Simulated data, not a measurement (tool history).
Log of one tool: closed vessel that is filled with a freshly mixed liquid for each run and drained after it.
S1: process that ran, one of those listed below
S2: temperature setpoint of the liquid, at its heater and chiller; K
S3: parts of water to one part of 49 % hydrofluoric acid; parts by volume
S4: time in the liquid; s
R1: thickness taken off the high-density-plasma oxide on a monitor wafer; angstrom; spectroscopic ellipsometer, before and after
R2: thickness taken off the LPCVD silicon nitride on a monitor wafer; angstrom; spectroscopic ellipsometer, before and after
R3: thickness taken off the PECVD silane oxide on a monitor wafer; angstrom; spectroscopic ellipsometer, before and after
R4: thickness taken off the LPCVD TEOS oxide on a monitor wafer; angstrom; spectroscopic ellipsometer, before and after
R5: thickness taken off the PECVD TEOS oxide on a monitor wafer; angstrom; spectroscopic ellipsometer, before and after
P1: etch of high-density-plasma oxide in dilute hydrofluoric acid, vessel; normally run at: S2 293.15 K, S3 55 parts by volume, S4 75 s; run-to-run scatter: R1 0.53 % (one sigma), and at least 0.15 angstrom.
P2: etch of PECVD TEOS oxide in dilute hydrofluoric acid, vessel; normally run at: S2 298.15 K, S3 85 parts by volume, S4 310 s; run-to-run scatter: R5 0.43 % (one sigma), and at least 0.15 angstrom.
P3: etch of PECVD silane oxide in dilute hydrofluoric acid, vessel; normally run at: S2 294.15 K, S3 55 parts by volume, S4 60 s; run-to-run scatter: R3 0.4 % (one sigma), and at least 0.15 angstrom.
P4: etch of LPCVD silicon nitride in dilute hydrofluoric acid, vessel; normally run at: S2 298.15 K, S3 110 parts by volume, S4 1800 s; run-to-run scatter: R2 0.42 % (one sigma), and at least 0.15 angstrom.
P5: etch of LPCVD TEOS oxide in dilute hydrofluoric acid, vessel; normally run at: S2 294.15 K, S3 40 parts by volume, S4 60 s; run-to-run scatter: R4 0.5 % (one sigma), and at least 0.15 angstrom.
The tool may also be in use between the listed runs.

run,hour,S1,S2,S3,S4,R1,R2,R3,R4,R5
1,14.5,P1,293.15,55,75,61.212,,,,
2,25.8,P1,293.15,55,75,61.751,,,,
3,36.9,P1,293.15,55,75,61.036,,,,
4,43.8,P4,290.15,110,1800,,52.836,,,
5,51.2,P3,294.15,55,60,,,399.95,,
6,57.8,P1,293.15,55,75,60.405,,,,
7,69.9,P4,298.15,110,1800,,90.799,,,
8,77.6,P4,298.15,110,230,,11.369,,,
9,91.6,P1,293.15,55,75,61.269,,,,
10,98.5,P5,294.15,40,30,,,,220.83,
11,105.5,P2,298.15,85,310,,,,,600.22
12,120.4,P3,290.15,55,60,,,338.53,,
13,127.3,P1,293.15,20,75,175.11,,,,
14,141.6,P1,293.15,55,75,61.571,,,,
15,149,P1,293.15,95,75,33.739,,,,
16,156.8,P5,294.15,40,60,,,,439.99,
17,164.2,P2,290.65,85,310,,,,,440.69
18,176.1,P3,294.15,55,30,,,199.98,,
19,183.1,P1,290.15,55,75,54.356,,,,
20,190.5,P3,294.15,55,60,,,397.7,,
21,199,P3,294.15,25,60,,,910.64,,
22,207.8,P1,293.15,55,30,24.075,,,,
23,218.5,P1,300.65,55,40,44.109,,,,
24,233.5,P2,298.15,85,105,,,,,201.53
25,248.2,P5,290.15,40,60,,,,371.88,
26,258.1,P4,298.15,40,1800,,246.72,,,
27,269.3,P2,298.15,50,310,,,,,1063.9
28,279.5,P1,297.65,55,75,73.761,,,,
29,286.6,P5,294.15,60,60,,,,285.73,
30,297.5,P1,293.15,55,140,113.48,,,,
31,307.7,P1,293.15,55,75,61.959,,,,
32,318.5,P1,293.15,55,75,59.306,,,,
33,333.1,P1,293.15,55,75,57.735,,,,
34,340.6,P1,293.15,55,75,56.85,,,,
35,350.7,P1,293.15,55,75,56.935,,,,
36,362,P1,293.15,55,75,56.159,,,,
37,368.8,P1,293.15,55,75,55.302,,,,
38,380.1,P1,293.15,55,75,56.115,,,,
39,393,P1,293.15,55,75,55.567,,,,
40,405.3,P1,293.15,55,75,55.115,,,,
41,418.6,P1,293.15,55,75,55.294,,,,
42,427.4,P1,293.15,55,75,55.036,,,,

What P1 gives has crept away from where it was. These 2 causes fit the log equally well, each at the size given:
A: liquid colder than its thermometer reads (K) = 2.31
B: hydrofluoric acid flow below the setpoint (%) = 8.8
The creep began at about hour 307.7.

4 check runs are offered, one wafer each, their results left as question marks. Which one tells the causes apart?
check 1,436.2,P3,294.15,55,60,,,?,,
check 2,436.2,P5,294.15,40,60,,,,?,
check 3,436.2,P4,298.15,110,1800,,?,,,
check 4,436.2,P2,298.15,85,310,,,,,?

What each check would give under each cause:
check,result,if A,if B
check 1,R3,362.1,361.83
check 2,R4,398.94,399.75
check 3,R2,78.424,83.313
check 4,R5,545.07,539.68
How far apart the two closest causes lie, in the result that separates them most: check 1 0.07 %; check 2 0.2 %; check 3 6.05 %; check 4 0.99 %
Only check 3 tells the causes apart: in the others they would give nearly the same result.

Then check 3 was run and gave: R2 78.334 angstrom. Which cause is it?

It is A: liquid colder than its thermometer reads (K).
